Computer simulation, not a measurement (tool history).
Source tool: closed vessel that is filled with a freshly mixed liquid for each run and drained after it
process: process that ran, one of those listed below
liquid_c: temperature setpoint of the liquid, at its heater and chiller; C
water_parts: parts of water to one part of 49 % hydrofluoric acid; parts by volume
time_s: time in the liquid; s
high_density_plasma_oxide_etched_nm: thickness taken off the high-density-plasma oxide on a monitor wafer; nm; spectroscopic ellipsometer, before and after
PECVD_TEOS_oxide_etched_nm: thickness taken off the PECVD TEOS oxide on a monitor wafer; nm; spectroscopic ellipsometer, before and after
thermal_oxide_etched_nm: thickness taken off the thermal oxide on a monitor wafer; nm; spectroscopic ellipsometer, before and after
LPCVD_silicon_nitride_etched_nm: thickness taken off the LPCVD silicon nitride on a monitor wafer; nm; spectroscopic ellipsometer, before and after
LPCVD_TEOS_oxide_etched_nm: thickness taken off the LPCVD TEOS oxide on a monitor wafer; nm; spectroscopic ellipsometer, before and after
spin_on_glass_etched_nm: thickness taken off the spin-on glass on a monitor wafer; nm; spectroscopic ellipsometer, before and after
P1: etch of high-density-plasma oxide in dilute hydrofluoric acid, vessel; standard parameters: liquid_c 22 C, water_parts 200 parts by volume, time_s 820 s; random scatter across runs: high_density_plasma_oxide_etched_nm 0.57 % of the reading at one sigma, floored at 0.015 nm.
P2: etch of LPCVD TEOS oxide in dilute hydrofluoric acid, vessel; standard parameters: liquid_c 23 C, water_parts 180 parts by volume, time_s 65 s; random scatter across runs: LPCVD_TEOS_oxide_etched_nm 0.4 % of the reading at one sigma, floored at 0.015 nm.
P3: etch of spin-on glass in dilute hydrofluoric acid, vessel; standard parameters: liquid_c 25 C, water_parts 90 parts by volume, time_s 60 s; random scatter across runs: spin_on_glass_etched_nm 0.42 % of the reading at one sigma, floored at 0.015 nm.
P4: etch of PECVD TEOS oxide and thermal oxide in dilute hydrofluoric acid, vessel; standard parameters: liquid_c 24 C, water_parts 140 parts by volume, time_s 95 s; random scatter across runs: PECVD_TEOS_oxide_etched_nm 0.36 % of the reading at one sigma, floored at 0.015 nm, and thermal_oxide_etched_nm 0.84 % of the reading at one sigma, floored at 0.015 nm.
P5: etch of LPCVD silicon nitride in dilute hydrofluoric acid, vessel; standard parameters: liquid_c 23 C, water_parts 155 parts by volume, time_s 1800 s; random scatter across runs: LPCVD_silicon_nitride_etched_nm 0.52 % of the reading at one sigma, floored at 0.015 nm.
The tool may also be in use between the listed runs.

run,hour,process,liquid_c,water_parts,time_s,hours since the thermometer was replaced,hours since the hydrofluoric acid flow meter was replaced,high_density_plasma_oxide_etched_nm,PECVD_TEOS_oxide_etched_nm,thermal_oxide_etched_nm,LPCVD_silicon_nitride_etched_nm,LPCVD_TEOS_oxide_etched_nm,spin_on_glass_etched_nm
1,4.5,P1,22,200,820,484.7,1569.6,17.091,,,,,
2,8.6,P4,24,140,160,488.8,1573.7,,30.849,5.1797,,,
3,13.2,P4,24,55,95,493.4,1578.3,,51.946,8.6838,,,
4,16.7,P5,23,155,1800,496.9,1581.8,,,,5.049,,
5,21.7,P4,31,140,95,501.9,1586.8,,23.784,3.9867,,,
6,24.8,P2,23,180,65,505,1589.9,,,,,8.2129,
7,29.6,P2,23,180,30,509.8,1594.7,,,,,3.8162,
8,34.5,P5,23,55,1800,514.7,1599.6,,,,13.872,,
9,37.6,P1,17,200,1185,517.8,1602.7,20.447,,,,,
10,42.1,P2,28.5,180,65,522.3,1607.2,,,,,10.087,
11,48.2,P5,30.5,155,1800,528.4,1613.3,,,,8.078,,
12,51,P3,20,90,60,531.2,1616.1,,,,,,19.386
13,53.9,P5,23,155,1800,534.1,1619,,,,5.0571,,
14,59.2,P3,25,90,60,539.4,1624.3,,,,,,23.821
15,63.3,P3,25,90,60,543.5,1628.4,,,,,,23.755
16,67.9,P1,22,200,1465,548.1,1633,30.821,,,,,
17,72.6,P1,22,200,820,552.8,1637.7,17.166,,,,,
18,76.8,P1,22,115,820,557,1641.9,32.728,,,,,
19,82.5,P2,23,180,65,562.7,1647.6,,,,,8.2238,
20,88.6,P2,23,255,65,568.8,1653.7,,,,,5.3836,
21,93.3,P1,22,200,820,573.5,1658.4,16.838,,,,,
22,97.4,P5,23,155,865,577.6,1662.5,,,,2.4159,,
23,100.4,P1,22,200,205,580.6,1665.5,4.2579,,,,,
24,105.5,P3,25,40,60,585.7,1670.6,,,,,,56.92
25,111.9,P1,17,200,820,592.1,1677,14.299,,,,,
26,116.1,P1,26.5,200,820,596.3,1681.2,19.958,,,,,
27,119.3,P1,22,200,820,599.5,1684.4,17.234,,,,,
28,122.7,P3,25,90,105,602.9,1687.8,,,,,,41.176
29,128.1,P4,24,140,95,608.3,1693.2,,18.327,3.089,,,
30,134.4,P1,22,200,820,614.6,1699.5,17.043,,,,,
31,139.5,P1,22,285,820,619.7,1704.6,11.17,,,,,
32,144.1,P1,22,200,820,624.3,1709.2,17.215,,,,,
33,147.7,P1,22,200,820,627.9,1712.8,17.559,,,,,
34,153.3,P1,22,200,820,633.5,1718.4,18.145,,,,,
35,158.8,P1,22,200,820,639,1723.9,18.302,,,,,
36,162.7,P1,22,200,820,642.9,1727.8,18.348,,,,,
37,168.7,P1,22,200,820,648.9,1733.8,18.459,,,,,
38,172.6,P1,22,200,820,652.8,1737.7,18.609,,,,,
39,175.8,P1,22,200,820,656,1740.9,18.605,,,,,

What P1 gives has crept away from where it was. These 2 causes fit the log equally well, each at the size given:
A: liquid hotter than its thermometer reads (K) = 2.21
B: hydrofluoric acid flow above the setpoint (%) = 7.1
Onset of the creep was near hour 144.1.

Below are 4 check runs, each on a single wafer, with their results shown as question marks. Which of them would tell the listed causes apart, meaning the causes would give clearly different results under it?
check 1,179,P2,23,180,65,,,,,,,?,
check 2,179,P5,23,155,1800,,,,,,?,,
check 3,179,P3,25,90,60,,,,,,,,?
check 4,179,P4,24,140,95,,,,?,?,,,

Check results expected under each cause:
check,result,if A,if B
check 1,LPCVD_TEOS_oxide_etched_nm,8.9421,8.9316
check 2,LPCVD_silicon_nitride_etched_nm,5.7971,5.3807
check 3,spin_on_glass_etched_nm,25.896,25.631
check 4,PECVD_TEOS_oxide_etched_nm,19.97,19.876
check 4,thermal_oxide_etched_nm,3.3565,3.3406
Distance between the nearest two causes, measured in the result of the check that separates them most: check 1 0.12 %; check 2 7.45 %; check 3 1.03 %; check 4 0.47 %
Of the check runs offered, only check 2 discriminates between the causes; the rest would read about the same regardless of which cause applies.

The results of check 2 are: LPCVD_silicon_nitride_etched_nm 5.8463 nm. Based on these, which of the listed causes is it?

The correct cause is A, namely: liquid hotter than its thermometer reads (K).

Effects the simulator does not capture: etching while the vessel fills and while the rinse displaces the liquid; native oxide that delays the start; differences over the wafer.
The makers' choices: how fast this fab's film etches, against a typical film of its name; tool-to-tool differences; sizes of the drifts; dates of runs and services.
